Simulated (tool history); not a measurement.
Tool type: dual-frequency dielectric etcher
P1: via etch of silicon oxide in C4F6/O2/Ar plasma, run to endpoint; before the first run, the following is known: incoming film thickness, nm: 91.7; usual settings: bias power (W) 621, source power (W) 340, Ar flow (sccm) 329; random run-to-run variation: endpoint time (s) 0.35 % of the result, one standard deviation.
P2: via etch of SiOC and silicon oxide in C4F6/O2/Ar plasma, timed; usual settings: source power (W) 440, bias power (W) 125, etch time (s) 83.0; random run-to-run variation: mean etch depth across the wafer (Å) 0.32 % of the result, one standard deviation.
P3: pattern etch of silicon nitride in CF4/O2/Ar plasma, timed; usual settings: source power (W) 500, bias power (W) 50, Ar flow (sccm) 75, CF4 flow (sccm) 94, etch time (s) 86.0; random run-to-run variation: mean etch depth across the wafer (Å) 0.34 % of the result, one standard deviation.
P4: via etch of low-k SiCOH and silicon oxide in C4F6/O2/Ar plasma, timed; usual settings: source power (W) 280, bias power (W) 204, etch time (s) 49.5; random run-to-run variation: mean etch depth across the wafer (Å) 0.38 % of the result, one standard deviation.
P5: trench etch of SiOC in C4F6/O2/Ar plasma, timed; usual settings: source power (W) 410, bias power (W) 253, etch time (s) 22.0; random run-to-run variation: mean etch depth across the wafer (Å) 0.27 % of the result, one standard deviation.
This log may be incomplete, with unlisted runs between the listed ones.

| run | day | process that ran | bias power (W) | source power (W) | Ar flow (sccm) | etch time (s) | CF4 flow (sccm) | endpoint time (s) | mean etch depth across the wafer (Å) |
|---|---|---|---|---|---|---|---|---|---|
| 1 | 0.229 | P1 | 621 | 340 | 329 |  |  | 19.527 |  |
| 2 | 0.421 | P5 | 253 | 410 |  | 22.0 |  |  | 508.23 |
| 3 | 0.654 | P4 | 204 | 280 |  | 49.5 |  |  | 1249.10 |
| 4 | 0.892 | P2 | 125 | 440 |  | 112.0 |  |  | 1203.10 |
| 5 | 1.075 | P5 | 253 | 280 |  | 22.0 |  |  | 440.69 |
| 6 | 1.304 | P5 | 253 | 410 |  | 32.5 |  |  | 755.60 |
| 7 | 1.500 | P1 | 621 | 280 | 329 |  |  | 21.152 |  |
| 8 | 1.646 | P3 | 50 | 680 | 75 | 86.0 | 94 |  | 2203.50 |
| 9 | 1.783 | P1 | 621 | 340 | 400 |  |  | 20.000 |  |
| 10 | 1.933 | P4 | 204 | 280 |  | 66.0 |  |  | 1660.30 |
| 11 | 2.050 | P1 | 805 | 340 | 329 |  |  | 17.859 |  |
| 12 | 2.238 | P1 | 812 | 340 | 226 |  |  | 16.930 |  |
| 13 | 2.429 | P2 | 125 | 600 |  | 83.0 |  |  | 1007.20 |
| 14 | 2.654 | P3 | 50 | 500 | 75 | 57.5 | 94 |  | 1116.50 |
| 15 | 2.858 | P1 | 621 | 340 | 329 |  |  | 19.719 |  |
| 16 | 3.062 | P1 | 450 | 340 | 329 |  |  | 22.180 |  |
| 17 | 3.267 | P3 | 50 | 500 | 75 | 86.0 | 94 |  | 1677.20 |
| 18 | 3.412 | P1 | 621 | 340 | 329 |  |  | 19.682 |  |
| 19 | 3.612 | P1 | 621 | 340 | 267 |  |  | 19.148 |  |
| 20 | 3.767 | P1 | 621 | 340 | 329 |  |  | 19.673 |  |
| 21 | 3.921 | P3 | 41 | 500 | 75 | 86.0 | 94 |  | 1566.40 |
| 22 | 4.067 | P4 | 204 | 180 |  | 49.5 |  |  | 1055.30 |
| 23 | 4.204 | P1 | 621 | 420 | 329 |  |  | 18.175 |  |
| 24 | 4.429 | P2 | 125 | 440 |  | 83.0 |  |  | 892.89 |
| 25 | 4.675 | P5 | 253 | 410 |  | 22.0 |  |  | 512.20 |
| 26 | 4.812 | P2 | 125 | 440 |  | 83.0 |  |  | 890.90 |
| 27 | 5.025 | P1 | 747 | 240 | 329 |  |  | 20.694 |  |
| 28 | 5.275 | P4 | 248 | 280 |  | 49.5 |  |  | 1338.70 |
| 29 | 5.504 | P3 | 50 | 500 | 75 | 86.0 | 54 |  | 1569.20 |
| 30 | 5.754 | P3 | 50 | 500 | 54 | 86.0 | 94 |  | 1748.80 |
| 31 | 5.938 | P5 | 316 | 410 |  | 22.0 |  |  | 549.98 |
| 32 | 6.121 | P2 | 171 | 440 |  | 83.0 |  |  | 983.10 |
| 33 | 6.296 | P1 | 621 | 340 | 329 |  |  | 19.772 |  |
| 34 | 6.533 | P1 | 621 | 340 | 329 |  |  | 19.755 |  |
| 35 | 6.779 | P1 | 621 | 340 | 329 |  |  | 19.769 |  |
| 36 | 6.938 | P1 | 621 | 340 | 329 |  |  | 19.830 |  |
| 37 | 7.188 | P1 | 621 | 340 | 329 |  |  | 20.028 |  |
| 38 | 7.442 | P1 | 621 | 340 | 329 |  |  | 19.995 |  |
| 39 | 7.579 | P1 | 621 | 340 | 329 |  |  | 19.915 |  |
|  | 7.662 | wet clean of the chamber |
| 40 | 7.692 | P1 | 621 | 340 | 329 |  |  | 19.988 |  |
| 41 | 7.942 | P1 | 621 | 340 | 329 |  |  | 20.114 |  |
| 42 | 8.162 | P1 | 621 | 340 | 329 |  |  | 20.005 |  |
| 43 | 8.308 | P1 | 621 | 340 | 329 |  |  | 20.029 |  |

What P1 gives has crept away from where it was. These 2 causes fit the log equally well, each at the size given:
A: bias power that arrives under what is set, % = 4.43
B: source power that arrives under what is set, % = 4.7
The drift started at roughly day 6.296.
Every other cause this tool's parts could produce, and why it does not fit the log:
chamber walls in a state that lowers the etch rate, %: serviced at day 7.662, after the change had begun; the process did not return to its earlier output
Ar flow that arrives over what is set, %: at most 8, giving a +0.9 % change in endpoint time (s): too small, or against the direction of the creep

Of the 4 check runs listed below, each run on one wafer and each result written as a question mark, which would let you distinguish the listed causes because they would give clearly different results?
| check 1 | 8.454 | P3 | 50 | 500 | 75 | 86.0 | 94 |  | ? |
| check 2 | 8.454 | P4 | 204 | 280 |  | 49.5 |  |  | ? |
| check 3 | 8.454 | P5 | 253 | 410 |  | 22.0 |  |  | ? |
| check 4 | 8.454 | P2 | 125 | 440 |  | 83.0 |  |  | ? |

Check results expected under each cause:
| check | result | if A | if B |
|---|---|---|---|
| check 1 | mean etch depth across the wafer (Å) | 1654.40 | 1612.50 |
| check 2 | mean etch depth across the wafer (Å) | 1231.90 | 1227.70 |
| check 3 | mean etch depth across the wafer (Å) | 502.91 | 501.35 |
| check 4 | mean etch depth across the wafer (Å) | 880.44 | 875.30 |
Gap, in per cent, between the two causes that each check separates least, read from the result that separates them most: check 1 2.57 %; check 2 0.35 %; check 3 0.31 %; check 4 0.59 %
Only in check 1 would the causes give clearly different results; in the remaining checks their results would be nearly the same.

Here is what check 1 returned: mean etch depth across the wafer (Å) 1656.90. Which cause is it?

A is the cause: bias power that arrives under what is set, %.
